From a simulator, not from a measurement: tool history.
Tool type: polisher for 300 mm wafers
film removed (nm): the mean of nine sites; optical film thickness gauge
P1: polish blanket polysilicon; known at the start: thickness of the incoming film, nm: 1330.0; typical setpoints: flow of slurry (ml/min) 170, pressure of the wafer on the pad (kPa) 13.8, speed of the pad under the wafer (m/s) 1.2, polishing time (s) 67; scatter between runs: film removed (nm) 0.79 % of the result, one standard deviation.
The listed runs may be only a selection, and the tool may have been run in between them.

| run | hour | flow of slurry (ml/min) | pressure of the wafer on the pad (kPa) | speed of the pad under the wafer (m/s) | polishing time (s) | wafers polished on this pad | hours since the slurry nozzle was cleaned | hours since the head pressure was calibrated | film removed (nm) |
|---|---|---|---|---|---|---|---|---|---|
| 1 | 16.5 | 170 | 13.8 | 1.2 | 67 | 794 | 368.8 | 459.8 | 446.97 |
| 2 | 35.4 | 170 | 13.8 | 1.2 | 67 | 1046 | 387.7 | 478.7 | 439.82 |
| 3 | 48.9 | 170 | 13.8 | 1.2 | 67 | 1226 | 401.2 | 492.2 | 439.62 |
| 4 | 67.9 | 170 | 13.8 | 1.2 | 67 | 1480 | 420.2 | 511.2 | 446.98 |
| 5 | 79.3 | 170 | 13.8 | 1.2 | 67 | 1632 | 431.6 | 522.6 | 444.1 |
| 6 | 90.9 | 245 | 13.8 | 1.2 | 42 | 1787 | 443.2 | 534.2 | 294.58 |
| 7 | 108.8 | 170 | 13.8 | 1.2 | 90 | 2026 | 461.1 | 552.1 | 602.64 |
|  | 109.6 | slurry nozzle cleaned |
| 8 | 124.5 | 170 | 6.9 | 1.2 | 67 | 2235 | 15 | 567.8 | 221.93 |
| 9 | 140 | 170 | 13.8 | 1.2 | 67 | 2442 | 30.5 | 583.3 | 445.63 |
| 10 | 157.2 | 220 | 13.8 | 1.2 | 67 | 2671 | 47.7 | 600.5 | 461.64 |
| 11 | 166.2 | 170 | 13.8 | 1.72 | 67 | 2791 | 56.7 | 609.5 | 637.26 |
| 12 | 175.2 | 100 | 13.8 | 1.2 | 67 | 2912 | 65.7 | 618.5 | 403.62 |
| 13 | 186.2 | 170 | 13.8 | 0.9 | 67 | 3058 | 76.7 | 629.5 | 331.84 |
| 14 | 200.7 | 170 | 7.6 | 0.76 | 67 | 3252 | 91.2 | 644 | 155 |
| 15 | 213.9 | 170 | 20.7 | 1.2 | 67 | 3428 | 104.4 | 657.2 | 665.95 |
| 16 | 227.2 | 170 | 13.8 | 1.2 | 67 | 3605 | 117.7 | 670.5 | 445.27 |

Predict the results of run 17:
| 17 | 241.6 | 170 | 13.8 | 1.2 | 32 | 3798 | 132.1 | 684.9 | ? |

For run 17 the tool returned film removed (nm) 212.4.

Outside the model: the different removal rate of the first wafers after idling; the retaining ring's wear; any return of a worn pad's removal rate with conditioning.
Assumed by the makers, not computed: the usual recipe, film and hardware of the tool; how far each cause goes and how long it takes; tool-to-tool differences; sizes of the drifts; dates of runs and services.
